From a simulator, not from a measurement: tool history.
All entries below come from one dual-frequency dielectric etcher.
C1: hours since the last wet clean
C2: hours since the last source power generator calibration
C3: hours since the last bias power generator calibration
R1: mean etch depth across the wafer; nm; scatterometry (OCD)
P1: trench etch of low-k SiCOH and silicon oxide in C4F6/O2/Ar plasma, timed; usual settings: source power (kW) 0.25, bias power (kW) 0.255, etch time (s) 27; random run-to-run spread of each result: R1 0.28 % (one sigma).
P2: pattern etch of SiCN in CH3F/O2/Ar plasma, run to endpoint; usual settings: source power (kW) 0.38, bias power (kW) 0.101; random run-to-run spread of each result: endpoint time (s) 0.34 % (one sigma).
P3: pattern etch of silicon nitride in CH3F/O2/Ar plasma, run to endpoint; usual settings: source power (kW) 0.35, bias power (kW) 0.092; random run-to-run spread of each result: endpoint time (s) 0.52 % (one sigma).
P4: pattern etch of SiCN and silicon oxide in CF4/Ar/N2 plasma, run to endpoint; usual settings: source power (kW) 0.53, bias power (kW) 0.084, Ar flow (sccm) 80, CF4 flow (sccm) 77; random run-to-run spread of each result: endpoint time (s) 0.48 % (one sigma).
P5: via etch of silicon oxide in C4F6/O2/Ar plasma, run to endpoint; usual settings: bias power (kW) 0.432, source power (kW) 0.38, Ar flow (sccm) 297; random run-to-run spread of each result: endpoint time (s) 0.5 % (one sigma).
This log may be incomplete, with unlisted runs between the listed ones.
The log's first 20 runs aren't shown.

run 21 hour=211.6 | process_that_ran=P2 source_power_(kW)=0.38 bias_power_(kW)=0.071 | C1=592.6 C2=828.7 C3=2688.1 | endpoint_time_(s)=31.501
run 22 hour=219.3 | process_that_ran=P1 source_power_(kW)=0.25 bias_power_(kW)=0.255 etch_time_(s)=27 | C1=600.3 C2=836.4 C3=2695.8 | R1=79.663
run 23 hour=227.8 | process_that_ran=P2 source_power_(kW)=0.38 bias_power_(kW)=0.101 | C1=608.8 C2=844.9 C3=2704.3 | endpoint_time_(s)=27.72
run 24 hour=241 | process_that_ran=P1 source_power_(kW)=0.25 bias_power_(kW)=0.255 etch_time_(s)=15 | C1=622 C2=858.1 C3=2717.5 | R1=44.467
run 25 hour=247.6 | process_that_ran=P1 source_power_(kW)=0.25 bias_power_(kW)=0.255 etch_time_(s)=27 | C1=628.6 C2=864.7 C3=2724.1 | R1=80.153
run 26 hour=255.1 | process_that_ran=P1 source_power_(kW)=0.25 bias_power_(kW)=0.166 etch_time_(s)=27 | C1=636.1 C2=872.2 C3=2731.6 | R1=69.408
run 27 hour=264.2 | process_that_ran=P5 source_power_(kW)=0.24 bias_power_(kW)=0.432 Ar_flow_(sccm)=297 | C1=645.2 C2=881.3 C3=2740.7 | endpoint_time_(s)=53.797
run 28 hour=271 | process_that_ran=P1 source_power_(kW)=0.25 bias_power_(kW)=0.255 etch_time_(s)=27 | C1=652 C2=888.1 C3=2747.5 | R1=80.297
run 29 hour=283.2 | process_that_ran=P3 source_power_(kW)=0.35 bias_power_(kW)=0.128 | C1=664.2 C2=900.3 C3=2759.7 | endpoint_time_(s)=45.834
run 30 hour=294.1 | process_that_ran=P1 source_power_(kW)=0.25 bias_power_(kW)=0.255 etch_time_(s)=27 | C1=675.1 C2=911.2 C3=2770.6 | R1=80.256
run 31 hour=306.6 | process_that_ran=P1 source_power_(kW)=0.25 bias_power_(kW)=0.255 etch_time_(s)=27 | C1=687.6 C2=923.7 C3=2783.1 | R1=80.665

Run 32 comes next. What will it give?
run 32 hour=316.4 | process_that_ran=P1 source_power_(kW)=0.25 bias_power_(kW)=0.255 etch_time_(s)=27 | C1=697.4 C2=933.5 C3=2792.9 | R1=?

{"run 32": {"R1": 80.648}}
